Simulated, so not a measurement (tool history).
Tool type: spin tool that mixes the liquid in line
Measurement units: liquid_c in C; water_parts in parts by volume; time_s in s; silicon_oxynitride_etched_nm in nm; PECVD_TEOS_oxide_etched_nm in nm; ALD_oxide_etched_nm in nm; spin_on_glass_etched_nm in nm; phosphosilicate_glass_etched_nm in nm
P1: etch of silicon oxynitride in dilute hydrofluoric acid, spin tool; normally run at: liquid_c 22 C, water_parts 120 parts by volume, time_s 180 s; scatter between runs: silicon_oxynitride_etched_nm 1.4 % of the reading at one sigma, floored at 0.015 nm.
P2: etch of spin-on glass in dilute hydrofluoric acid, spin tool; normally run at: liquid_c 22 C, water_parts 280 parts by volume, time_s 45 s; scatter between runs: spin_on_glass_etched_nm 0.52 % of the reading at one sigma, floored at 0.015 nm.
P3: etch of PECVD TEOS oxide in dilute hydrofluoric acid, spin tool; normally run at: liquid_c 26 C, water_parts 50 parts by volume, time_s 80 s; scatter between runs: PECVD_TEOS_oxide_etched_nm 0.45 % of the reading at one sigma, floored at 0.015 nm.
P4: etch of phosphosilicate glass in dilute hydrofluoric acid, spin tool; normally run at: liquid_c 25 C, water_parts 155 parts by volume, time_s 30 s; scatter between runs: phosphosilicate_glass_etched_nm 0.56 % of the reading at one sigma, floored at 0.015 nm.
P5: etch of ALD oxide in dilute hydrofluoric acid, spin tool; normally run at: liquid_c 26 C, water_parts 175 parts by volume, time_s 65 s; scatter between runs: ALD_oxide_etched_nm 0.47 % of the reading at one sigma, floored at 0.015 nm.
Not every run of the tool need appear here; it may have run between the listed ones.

run,day,process,liquid_c,water_parts,time_s,silicon_oxynitride_etched_nm,PECVD_TEOS_oxide_etched_nm,ALD_oxide_etched_nm,spin_on_glass_etched_nm,phosphosilicate_glass_etched_nm
1,0.371,P1,22,120,180,1.9215,,,,
2,0.75,P3,26,50,80,,27.263,,,
3,1.004,P3,26,50,80,,27.535,,,
4,1.242,P3,26,50,15,,5.1701,,,
5,1.721,P1,22,120,180,1.8947,,,,
6,2.042,P5,26,175,65,,,12.48,,
7,2.433,P2,22,55,45,,,,25.721,
8,2.775,P1,27,120,180,2.3848,,,,
9,3.033,P5,30.5,175,65,,,14.839,,
10,3.396,P1,18,120,180,1.5773,,,,
11,3.65,P2,22,280,15,,,,1.3115,
12,3.921,P1,22,35,180,7.0683,,,,
13,4.342,P1,22,120,180,1.9169,,,,
14,4.796,P4,19.5,155,30,,,,,30.461
15,5.075,P2,22,280,45,,,,3.9385,
16,5.446,P5,26,175,105,,,20.25,,
17,5.729,P4,25,40,30,,,,,168.56
18,6.075,P4,25,155,30,,,,,37.233
19,6.367,P1,22,120,80,0.84961,,,,
20,6.742,P1,22,195,180,1.1139,,,,
21,7.108,P4,25,155,15,,,,,18.73
22,7.55,P1,22,120,180,1.8844,,,,
23,7.933,P2,17.5,280,45,,,,3.3627,
24,8.275,P1,22,120,180,1.9293,,,,
25,8.642,P1,17.5,160,180,1.1323,,,,
26,8.9,P3,34,50,80,,37.746,,,
27,9.362,P1,22,120,180,1.9456,,,,
28,9.712,P4,25,155,30,,,,,37.751
29,9.967,P1,28.5,195,180,1.4984,,,,
30,10.254,P5,26,280,65,,,6.9928,,
31,10.729,P3,26,20,80,,71.193,,,
32,11.171,P1,22,120,350,3.7869,,,,
33,11.508,P1,22,120,180,1.9463,,,,
34,11.967,P1,22,120,180,2.0011,,,,
35,12.462,P1,22,120,180,1.9917,,,,
36,12.912,P1,22,120,180,2.0253,,,,
37,13.367,P1,22,120,180,2.114,,,,
38,13.629,P1,22,120,180,2.1338,,,,
39,13.962,P1,22,120,180,2.1138,,,,
40,14.2,P1,22,120,180,2.1503,,,,
41,14.504,P1,22,120,180,2.1372,,,,
42,14.925,P1,22,120,180,2.0858,,,,
43,15.338,P1,22,120,180,2.1298,,,,
44,15.667,P1,22,120,180,2.1462,,,,

P1 no longer gives what it gave before; its output has crept away from where it was. The following 2 causes, each at its listed size, fit the log equally well:
A: liquid hotter than its thermometer reads (K) = 2.32
B: hydrofluoric acid flow above the setpoint (%) = 10.5
At approximately day 11.508, the process output began to creep.

Below are 4 check runs, each on a single wafer, with their results shown as question marks. Which of them would tell the listed causes apart, meaning the causes would give clearly different results under it?
check 1,15.996,P3,26,20,80,,?,,,
check 2,15.996,P5,29,225,65,,,?,,
check 3,15.996,P2,22,65,45,,,,?,
check 4,15.996,P4,20,65,30,,,,,?

Predicted outcomes, by check and by cause:
check,result,if A,if B
check 1,PECVD_TEOS_oxide_etched_nm,78.886,79.426
check 2,ALD_oxide_etched_nm,11.049,11.576
check 3,spin_on_glass_etched_nm,23.758,24.059
check 4,phosphosilicate_glass_etched_nm,89.905,90.865
Distance between the nearest two causes, measured in the result of the check that separates them most: check 1 0.68 %; check 2 4.65 %; check 3 1.26 %; check 4 1.06 %
Check 2 is the one run that separates the causes; every other check would come out nearly the same whichever cause is at work.

Running check 2 produced the following: ALD_oxide_etched_nm 11.603 nm. Which one of the listed causes fits?

It is B: hydrofluoric acid flow above the setpoint (%).

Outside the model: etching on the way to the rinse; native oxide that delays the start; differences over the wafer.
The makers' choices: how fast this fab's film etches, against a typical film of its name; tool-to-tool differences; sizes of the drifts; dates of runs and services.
